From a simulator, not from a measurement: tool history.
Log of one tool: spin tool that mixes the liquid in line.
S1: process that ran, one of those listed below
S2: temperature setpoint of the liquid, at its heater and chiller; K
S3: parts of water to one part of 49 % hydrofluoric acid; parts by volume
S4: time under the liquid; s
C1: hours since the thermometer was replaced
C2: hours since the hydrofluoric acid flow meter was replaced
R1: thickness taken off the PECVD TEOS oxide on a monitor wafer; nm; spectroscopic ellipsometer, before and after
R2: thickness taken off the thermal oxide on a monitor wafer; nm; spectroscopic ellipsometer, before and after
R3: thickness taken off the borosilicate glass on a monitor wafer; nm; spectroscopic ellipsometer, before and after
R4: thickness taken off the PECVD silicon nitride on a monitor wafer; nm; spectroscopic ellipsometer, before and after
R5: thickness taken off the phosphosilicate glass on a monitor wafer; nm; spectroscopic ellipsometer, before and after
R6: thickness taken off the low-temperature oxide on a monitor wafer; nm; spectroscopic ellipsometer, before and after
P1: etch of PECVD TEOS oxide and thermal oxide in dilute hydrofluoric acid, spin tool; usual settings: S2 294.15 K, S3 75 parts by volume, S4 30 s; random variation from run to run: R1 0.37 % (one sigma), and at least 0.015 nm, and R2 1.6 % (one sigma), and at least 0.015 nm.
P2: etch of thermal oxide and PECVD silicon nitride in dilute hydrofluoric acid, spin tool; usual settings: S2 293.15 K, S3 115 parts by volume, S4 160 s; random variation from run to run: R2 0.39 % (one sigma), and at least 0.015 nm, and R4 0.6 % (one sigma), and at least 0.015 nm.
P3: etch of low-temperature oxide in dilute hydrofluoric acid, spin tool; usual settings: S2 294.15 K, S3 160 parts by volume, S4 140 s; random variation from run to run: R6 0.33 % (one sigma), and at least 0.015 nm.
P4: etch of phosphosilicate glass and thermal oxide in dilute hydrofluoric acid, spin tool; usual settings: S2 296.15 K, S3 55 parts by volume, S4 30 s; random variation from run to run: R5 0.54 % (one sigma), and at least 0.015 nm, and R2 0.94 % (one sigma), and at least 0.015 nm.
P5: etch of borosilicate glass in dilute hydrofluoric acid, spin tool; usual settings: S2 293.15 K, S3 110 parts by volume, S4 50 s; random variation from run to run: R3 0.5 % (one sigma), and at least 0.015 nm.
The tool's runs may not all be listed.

{"run": 1, "hour": 7.0, "S1": "P1", "S2": 294.15, "S3": 75, "S4": 30, "C1": 1018.2, "C2": 106.4, "R1": 10.509, "R2": 1.6092}
{"run": 2, "hour": 13.7, "S1": "P1", "S2": 294.15, "S3": 75, "S4": 30, "C1": 1024.9, "C2": 113.1, "R1": 10.51, "R2": 1.5912}
{"run": 3, "hour": 19.5, "S1": "P1", "S2": 294.15, "S3": 35, "S4": 30, "C1": 1030.7, "C2": 118.9, "R1": 23.715, "R2": 3.6366}
{"run": 4, "hour": 26.3, "S1": "P1", "S2": 299.65, "S3": 75, "S4": 15, "C1": 1037.5, "C2": 125.7, "R1": 6.5306, "R2": 1.0089}
{"run": 5, "hour": 31.3, "S1": "P5", "S2": 290.15, "S3": 110, "S4": 50, "C1": 1042.5, "C2": 130.7, "R3": 16.526}
{"run": 6, "hour": 36.3, "S1": "P1", "S2": 300.15, "S3": 75, "S4": 30, "C1": 1047.5, "C2": 135.7, "R1": 13.423, "R2": 2.0862}
{"run": 7, "hour": 43.1, "S1": "P2", "S2": 293.15, "S3": 35, "S4": 160, "C1": 1054.3, "C2": 142.5, "R2": 19.584, "R4": 13.138}
{"run": 8, "hour": 47.9, "S1": "P5", "S2": 293.15, "S3": 110, "S4": 50, "C1": 1059.1, "C2": 147.3, "R3": 18.626}
{"run": 9, "hour": 53.9, "S1": "P1", "S2": 290.15, "S3": 75, "S4": 50, "C1": 1065.1, "C2": 153.3, "R1": 14.836, "R2": 2.2432}
{"run": 10, "hour": 60.7, "S1": "P1", "S2": 294.15, "S3": 75, "S4": 45, "C1": 1071.9, "C2": 160.1, "R1": 15.793, "R2": 2.4807}
{"run": 11, "hour": 66.6, "S1": "P2", "S2": 293.15, "S3": 115, "S4": 160, "C1": 1077.8, "C2": 166, "R2": 5.4525, "R4": 4.1003}
{"run": 12, "hour": 72.4, "S1": "P4", "S2": 296.15, "S3": 105, "S4": 30, "C1": 1083.6, "C2": 171.8, "R2": 1.2655, "R5": 26.244}
{"run": 13, "hour": 76.9, "S1": "P5", "S2": 293.15, "S3": 200, "S4": 50, "C1": 1088.1, "C2": 176.3, "R3": 9.362}
{"run": 14, "hour": 83.5, "S1": "P3", "S2": 294.15, "S3": 160, "S4": 140, "C1": 1094.7, "C2": 182.9, "R6": 12.304}
{"hour": 90.6, "done": "hydrofluoric acid flow meter replaced"}
{"run": 15, "hour": 90.7, "S1": "P1", "S2": 290.15, "S3": 120, "S4": 30, "C1": 1101.9, "C2": 0.2, "R1": 5.2947, "R2": 0.79291}
{"run": 16, "hour": 95.7, "S1": "P4", "S2": 292.15, "S3": 55, "S4": 30, "C1": 1106.9, "C2": 5.2, "R2": 2.1714, "R5": 45.604}
{"run": 17, "hour": 101.6, "S1": "P3", "S2": 294.15, "S3": 45, "S4": 140, "C1": 1112.8, "C2": 11.1, "R6": 49.972}
{"run": 18, "hour": 108.9, "S1": "P1", "S2": 294.15, "S3": 125, "S4": 30, "C1": 1120.1, "C2": 18.4, "R1": 5.9651, "R2": 0.90207}
{"run": 19, "hour": 113.1, "S1": "P3", "S2": 294.15, "S3": 160, "S4": 280, "C1": 1124.3, "C2": 22.6, "R6": 24.667}
{"run": 20, "hour": 117.8, "S1": "P1", "S2": 294.15, "S3": 75, "S4": 30, "C1": 1129, "C2": 27.3, "R1": 10.494, "R2": 1.6586}
{"run": 21, "hour": 123.2, "S1": "P4", "S2": 296.15, "S3": 55, "S4": 30, "C1": 1134.4, "C2": 32.7, "R2": 2.5969, "R5": 53.48}
{"run": 22, "hour": 126.5, "S1": "P1", "S2": 294.15, "S3": 75, "S4": 15, "C1": 1137.7, "C2": 36, "R1": 5.2862, "R2": 0.81206}
{"run": 23, "hour": 133.8, "S1": "P4", "S2": 296.15, "S3": 55, "S4": 30, "C1": 1145, "C2": 43.3, "R2": 2.6185, "R5": 53.014}
{"run": 24, "hour": 139.2, "S1": "P2", "S2": 290.15, "S3": 115, "S4": 160, "C1": 1150.4, "C2": 48.7, "R2": 4.8418, "R4": 3.3627}
{"run": 25, "hour": 142.6, "S1": "P5", "S2": 293.15, "S3": 110, "S4": 80, "C1": 1153.8, "C2": 52.1, "R3": 30.043}
{"run": 26, "hour": 147.4, "S1": "P1", "S2": 294.15, "S3": 75, "S4": 30, "C1": 1158.6, "C2": 56.9, "R1": 10.49, "R2": 1.5551}
{"run": 27, "hour": 152.1, "S1": "P2", "S2": 293.15, "S3": 115, "S4": 40, "C1": 1163.3, "C2": 61.6, "R2": 1.373, "R4": 1.0385}
{"run": 28, "hour": 157.4, "S1": "P1", "S2": 294.15, "S3": 75, "S4": 30, "C1": 1168.6, "C2": 66.9, "R1": 10.511, "R2": 1.5988}
{"run": 29, "hour": 164.1, "S1": "P2", "S2": 293.15, "S3": 115, "S4": 160, "C1": 1175.3, "C2": 73.6, "R2": 5.4209, "R4": 4.0886}
{"run": 30, "hour": 170.2, "S1": "P4", "S2": 296.15, "S3": 55, "S4": 50, "C1": 1181.4, "C2": 79.7, "R2": 4.2775, "R5": 88.807}
{"run": 31, "hour": 174.5, "S1": "P1", "S2": 290.15, "S3": 75, "S4": 30, "C1": 1185.7, "C2": 84, "R1": 8.8236, "R2": 1.3336}
{"run": 32, "hour": 181.0, "S1": "P3", "S2": 290.15, "S3": 160, "S4": 140, "C1": 1192.2, "C2": 90.5, "R6": 10.485}
{"run": 33, "hour": 185.8, "S1": "P1", "S2": 294.15, "S3": 75, "S4": 30, "C1": 1197, "C2": 95.3, "R1": 10.577, "R2": 1.6045}
{"run": 34, "hour": 189.9, "S1": "P1", "S2": 294.15, "S3": 75, "S4": 30, "C1": 1201.1, "C2": 99.4, "R1": 10.718, "R2": 1.7039}
{"run": 35, "hour": 194.9, "S1": "P1", "S2": 294.15, "S3": 75, "S4": 30, "C1": 1206.1, "C2": 104.4, "R1": 10.857, "R2": 1.6585}
{"run": 36, "hour": 201.1, "S1": "P1", "S2": 294.15, "S3": 75, "S4": 30, "C1": 1212.3, "C2": 110.6, "R1": 10.913, "R2": 1.665}
{"run": 37, "hour": 204.9, "S1": "P1", "S2": 294.15, "S3": 75, "S4": 30, "C1": 1216.1, "C2": 114.4, "R1": 11.007, "R2": 1.7413}
{"run": 38, "hour": 211.6, "S1": "P1", "S2": 294.15, "S3": 75, "S4": 30, "C1": 1222.8, "C2": 121.1, "R1": 11.059, "R2": 1.6948}
{"run": 39, "hour": 215.0, "S1": "P1", "S2": 294.15, "S3": 75, "S4": 30, "C1": 1226.2, "C2": 124.5, "R1": 11.152, "R2": 1.6815}
{"run": 40, "hour": 221.3, "S1": "P1", "S2": 294.15, "S3": 75, "S4": 30, "C1": 1232.5, "C2": 130.8, "R1": 11.125, "R2": 1.6359}
{"run": 41, "hour": 226.8, "S1": "P1", "S2": 294.15, "S3": 75, "S4": 30, "C1": 1238, "C2": 136.3, "R1": 11.175, "R2": 1.6923}
{"run": 42, "hour": 230.4, "S1": "P1", "S2": 294.15, "S3": 75, "S4": 30, "C1": 1241.6, "C2": 139.9, "R1": 11.071, "R2": 1.6857}

What P1 gives has crept away from where it was. These 2 causes fit the log equally well, each at the size given:
A: hydrofluoric acid flow above the setpoint (%) = 5.36
B: liquid hotter than its thermometer reads (K) = 1.38
The creep began at about hour 185.8.

4 check runs are offered, one wafer each, their results left as question marks. Which one tells the causes apart?
{"run": "check 1", "hour": 234.0, "S1": "P5", "S2": 290.15, "S3": 110, "S4": 50, "R3": "?"}
{"run": "check 2", "hour": 234.0, "S1": "P2", "S2": 293.15, "S3": 35, "S4": 160, "R2": "?", "R4": "?"}
{"run": "check 3", "hour": 234.0, "S1": "P3", "S2": 294.15, "S3": 70, "S4": 265, "R6": "?"}
{"run": "check 4", "hour": 234.0, "S1": "P4", "S2": 296.15, "S3": 105, "S4": 30, "R2": "?", "R5": "?"}

What each check would give under each cause:
check=check_1 result=R3 if_A=17.543 if_B=17.535
check=check_2 result=R2 if_A=20.724 if_B=20.82
check=check_2 result=R4 if_A=13.733 if_B=14.374
check=check_3 result=R6 if_A=62.493 if_B=62.526
check=check_4 result=R2 if_A=1.3426 if_B=1.3373
check=check_4 result=R5 if_A=27.814 if_B=27.705
How far apart the two closest causes lie, in the result that separates them most: check 1 0.05 %; check 2 4.56 %; check 3 0.05 %; check 4 0.4 %
Check 2 tells the causes apart: in the others they would give nearly the same result.

Then check 2 was run and gave: R2 20.713 nm; R4 13.578 nm. Which cause is it?

It is A: hydrofluoric acid flow above the setpoint (%).
